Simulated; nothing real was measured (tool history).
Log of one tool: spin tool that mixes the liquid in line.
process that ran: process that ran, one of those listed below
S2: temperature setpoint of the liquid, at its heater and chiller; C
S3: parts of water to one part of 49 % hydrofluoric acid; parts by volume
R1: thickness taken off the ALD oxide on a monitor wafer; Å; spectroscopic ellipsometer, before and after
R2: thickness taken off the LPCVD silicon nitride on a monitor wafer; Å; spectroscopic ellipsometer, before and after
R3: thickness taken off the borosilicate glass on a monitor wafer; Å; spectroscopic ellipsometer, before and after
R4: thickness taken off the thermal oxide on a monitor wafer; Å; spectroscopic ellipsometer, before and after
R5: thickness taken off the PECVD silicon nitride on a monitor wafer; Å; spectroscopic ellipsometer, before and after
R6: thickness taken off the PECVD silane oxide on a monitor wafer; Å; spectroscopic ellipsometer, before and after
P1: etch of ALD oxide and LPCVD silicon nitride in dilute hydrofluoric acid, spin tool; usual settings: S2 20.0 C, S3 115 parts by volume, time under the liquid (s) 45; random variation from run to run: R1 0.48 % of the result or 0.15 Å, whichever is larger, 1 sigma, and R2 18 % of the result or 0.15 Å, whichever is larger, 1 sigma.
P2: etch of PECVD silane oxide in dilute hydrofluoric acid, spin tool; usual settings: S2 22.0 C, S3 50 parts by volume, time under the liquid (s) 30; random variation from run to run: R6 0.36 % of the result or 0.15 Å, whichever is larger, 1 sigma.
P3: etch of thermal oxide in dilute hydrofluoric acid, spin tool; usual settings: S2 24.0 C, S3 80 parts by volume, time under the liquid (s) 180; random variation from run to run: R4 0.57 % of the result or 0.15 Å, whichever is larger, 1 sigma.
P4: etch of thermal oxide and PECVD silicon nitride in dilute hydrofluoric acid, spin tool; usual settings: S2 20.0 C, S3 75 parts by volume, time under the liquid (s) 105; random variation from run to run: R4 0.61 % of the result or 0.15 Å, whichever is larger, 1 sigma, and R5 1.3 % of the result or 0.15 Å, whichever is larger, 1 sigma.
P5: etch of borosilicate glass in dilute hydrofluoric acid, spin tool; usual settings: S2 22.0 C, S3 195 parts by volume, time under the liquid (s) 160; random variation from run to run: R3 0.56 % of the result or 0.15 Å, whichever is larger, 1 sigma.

run 1 hour=4.9 | process_that_ran=P1 S2=20.0 S3=115 time_under_the_liquid_(s)=45 | R1=68.425 R2=1.15970
run 2 hour=10.8 | process_that_ran=P5 S2=22.0 S3=195 time_under_the_liquid_(s)=160 | R3=191.23
run 3 hour=14.5 | process_that_ran=P1 S2=20.0 S3=115 time_under_the_liquid_(s)=45 | R1=68.213 R2=1.48080
run 4 hour=20.0 | process_that_ran=P4 S2=20.0 S3=75 time_under_the_liquid_(s)=200 | R4=108.2900 R5=34.760
run 5 hour=23.5 | process_that_ran=P1 S2=20.0 S3=55 time_under_the_liquid_(s)=20 | R1=68.482 R2=0.91054
run 6 hour=29.8 | process_that_ran=P4 S2=20.0 S3=105 time_under_the_liquid_(s)=105 | R4=39.0470 R5=13.614
run 7 hour=37.1 | process_that_ran=P2 S2=28.0 S3=50 time_under_the_liquid_(s)=30 | R6=373.78
run 8 hour=41.1 | process_that_ran=P1 S2=27.5 S3=60 time_under_the_liquid_(s)=45 | R1=189.380 R2=4.17340
run 9 hour=46.0 | process_that_ran=P1 S2=17.0 S3=115 time_under_the_liquid_(s)=45 | R1=60.545 R2=0.86834
run 10 hour=50.8 | process_that_ran=P3 S2=24.0 S3=80 time_under_the_liquid_(s)=180 | R4=105.3600
run 11 hour=55.1 | process_that_ran=P2 S2=22.0 S3=75 time_under_the_liquid_(s)=30 | R6=187.73
run 12 hour=61.9 | process_that_ran=P2 S2=22.0 S3=50 time_under_the_liquid_(s)=30 | R6=292.61
run 13 hour=69.6 | process_that_ran=P1 S2=20.0 S3=210 time_under_the_liquid_(s)=45 | R1=34.005 R2=0.44656
run 14 hour=73.3 | process_that_ran=P3 S2=24.0 S3=80 time_under_the_liquid_(s)=15 | R4=8.6946
run 15 hour=80.1 | process_that_ran=P1 S2=20.0 S3=115 time_under_the_liquid_(s)=45 | R1=68.336 R2=1.57830
run 16 hour=84.5 | process_that_ran=P5 S2=22.0 S3=30 time_under_the_liquid_(s)=160 | R3=1498.70
run 17 hour=89.8 | process_that_ran=P1 S2=20.0 S3=115 time_under_the_liquid_(s)=15 | R1=23.241 R2=0.33695
run 18 hour=94.3 | process_that_ran=P5 S2=22.0 S3=195 time_under_the_liquid_(s)=310 | R3=370.25
run 19 hour=98.0 | process_that_ran=P2 S2=22.0 S3=50 time_under_the_liquid_(s)=30 | R6=291.70
run 20 hour=103.1 | process_that_ran=P3 S2=17.0 S3=80 time_under_the_liquid_(s)=180 | R4=78.9840
run 21 hour=108.0 | process_that_ran=P3 S2=24.0 S3=140 time_under_the_liquid_(s)=180 | R4=55.8400
run 22 hour=112.5 | process_that_ran=P1 S2=20.0 S3=115 time_under_the_liquid_(s)=45 | R1=67.317 R2=0.90584
run 23 hour=116.2 | process_that_ran=P3 S2=24.0 S3=80 time_under_the_liquid_(s)=180 | R4=105.4400
run 24 hour=121.7 | process_that_ran=P1 S2=20.0 S3=210 time_under_the_liquid_(s)=65 | R1=48.639 R2=1.31740
run 25 hour=128.9 | process_that_ran=P4 S2=20.0 S3=75 time_under_the_liquid_(s)=105 | R4=56.7220 R5=18.882
run 26 hour=133.8 | process_that_ran=P5 S2=18.0 S3=195 time_under_the_liquid_(s)=160 | R3=162.90
run 27 hour=138.3 | process_that_ran=P4 S2=20.0 S3=75 time_under_the_liquid_(s)=105 | R4=56.7860 R5=18.226
run 28 hour=145.6 | process_that_ran=P1 S2=20.0 S3=115 time_under_the_liquid_(s)=70 | R1=105.520 R2=1.74260
run 29 hour=149.4 | process_that_ran=P1 S2=20.0 S3=115 time_under_the_liquid_(s)=45 | R1=68.591 R2=1.77550
run 30 hour=155.6 | process_that_ran=P1 S2=25.0 S3=115 time_under_the_liquid_(s)=45 | R1=83.554 R2=1.90410
run 31 hour=159.6 | process_that_ran=P1 S2=20.0 S3=45 time_under_the_liquid_(s)=45 | R1=189.790 R2=3.49850
run 32 hour=164.8 | process_that_ran=P4 S2=28.5 S3=75 time_under_the_liquid_(s)=105 | R4=79.4500 R5=32.574

Run 33 comes next. What will it give?
run 33 hour=170.3 | process_that_ran=P2 S2=22.0 S3=50 time_under_the_liquid_(s)=45 | R6=?

Run 33 gave R6 436.42 Å.
